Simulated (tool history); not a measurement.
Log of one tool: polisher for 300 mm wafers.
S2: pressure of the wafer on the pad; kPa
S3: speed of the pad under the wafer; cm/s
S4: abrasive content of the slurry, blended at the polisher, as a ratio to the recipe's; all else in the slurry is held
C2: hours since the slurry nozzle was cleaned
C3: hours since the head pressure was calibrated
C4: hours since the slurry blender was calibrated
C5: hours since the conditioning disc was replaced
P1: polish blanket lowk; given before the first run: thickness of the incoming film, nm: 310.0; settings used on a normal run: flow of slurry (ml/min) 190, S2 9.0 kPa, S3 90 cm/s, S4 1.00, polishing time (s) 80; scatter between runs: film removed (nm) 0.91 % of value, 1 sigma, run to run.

Run 1, hour 4.5: flow of slurry (ml/min) 190, S2 9.0 kPa, S3 90 cm/s, S4 1.00, polishing time (s) 80; wafers polished on this pad 194; C2 232.3; C3 241.2; C4 216.9; C5 36.0. Result: film removed (nm) 22.604.
Run 2, hour 14.0: flow of slurry (ml/min) 190, S2 9.0 kPa, S3 90 cm/s, S4 1.00, polishing time (s) 36; wafers polished on this pad 255; C2 241.8; C3 250.7; C4 226.4; C5 45.5. Result: film removed (nm) 10.023.
Run 3, hour 19.7: flow of slurry (ml/min) 190, S2 9.0 kPa, S3 90 cm/s, S4 1.00, polishing time (s) 127; wafers polished on this pad 291; C2 247.5; C3 256.4; C4 232.1; C5 51.2. Result: film removed (nm) 35.644.
Run 4, hour 25.9: flow of slurry (ml/min) 190, S2 13.1 kPa, S3 90 cm/s, S4 1.45, polishing time (s) 80; wafers polished on this pad 330; C2 253.7; C3 262.6; C4 238.3; C5 57.4. Result: film removed (nm) 38.285.
Run 5, hour 33.8: flow of slurry (ml/min) 255, S2 9.0 kPa, S3 90 cm/s, S4 1.00, polishing time (s) 80; wafers polished on this pad 380; C2 261.6; C3 270.5; C4 246.2; C5 65.3. Result: film removed (nm) 23.219.
Run 6, hour 41.0: flow of slurry (ml/min) 190, S2 11.0 kPa, S3 52 cm/s, S4 1.00, polishing time (s) 80; wafers polished on this pad 425; C2 268.8; C3 277.7; C4 253.4; C5 72.5. Result: film removed (nm) 17.697.
Run 7, hour 46.8: flow of slurry (ml/min) 190, S2 9.0 kPa, S3 90 cm/s, S4 0.55, polishing time (s) 80; wafers polished on this pad 462; C2 274.6; C3 283.5; C4 259.2; C5 78.3. Result: film removed (nm) 16.566.
Run 8, hour 54.3: flow of slurry (ml/min) 190, S2 9.0 kPa, S3 90 cm/s, S4 0.70, polishing time (s) 45; wafers polished on this pad 509; C2 282.1; C3 291.0; C4 266.7; C5 85.8. Result: film removed (nm) 10.357.
Run 9, hour 64.2: flow of slurry (ml/min) 190, S2 9.0 kPa, S3 90 cm/s, S4 1.00, polishing time (s) 80; wafers polished on this pad 572; C2 292.0; C3 300.9; C4 276.6; C5 95.7. Result: film removed (nm) 22.095.
Run 10, hour 74.1: flow of slurry (ml/min) 190, S2 9.0 kPa, S3 90 cm/s, S4 1.00, polishing time (s) 80; wafers polished on this pad 634; C2 301.9; C3 310.8; C4 286.5; C5 105.6. Result: film removed (nm) 22.252.
Run 11, hour 78.7: flow of slurry (ml/min) 190, S2 4.1 kPa, S3 90 cm/s, S4 1.00, polishing time (s) 80; wafers polished on this pad 664; C2 306.5; C3 315.4; C4 291.1; C5 110.2. Result: film removed (nm) 10.321.
Run 12, hour 86.0: flow of slurry (ml/min) 190, S2 9.0 kPa, S3 90 cm/s, S4 1.00, polishing time (s) 80; wafers polished on this pad 710; C2 313.8; C3 322.7; C4 298.4; C5 117.5. Result: film removed (nm) 22.535.
At hour 94.2: slurry nozzle cleaned.
Run 13, hour 95.4: flow of slurry (ml/min) 190, S2 9.0 kPa, S3 50 cm/s, S4 1.00, polishing time (s) 80; wafers polished on this pad 769; C2 1.2; C3 332.1; C4 307.8; C5 126.9. Result: film removed (nm) 13.963.
Run 14, hour 102.2: flow of slurry (ml/min) 190, S2 13.8 kPa, S3 90 cm/s, S4 1.00, polishing time (s) 80; wafers polished on this pad 812; C2 8.0; C3 338.9; C4 314.6; C5 133.7. Result: film removed (nm) 34.253.
Run 15, hour 109.7: flow of slurry (ml/min) 190, S2 9.0 kPa, S3 90 cm/s, S4 1.45, polishing time (s) 80; wafers polished on this pad 860; C2 15.5; C3 346.4; C4 322.1; C5 141.2. Result: film removed (nm) 26.285.

Expected results for the next run?
Run 16, hour 117.9: flow of slurry (ml/min) 115, S2 9.0 kPa, S3 90 cm/s, S4 1.00, polishing time (s) 80; wafers polished on this pad 911; C2 23.7; C3 354.6; C4 330.3; C5 149.4. Result: film removed (nm) ?.

Run 16 measured film removed (nm) 20.511.
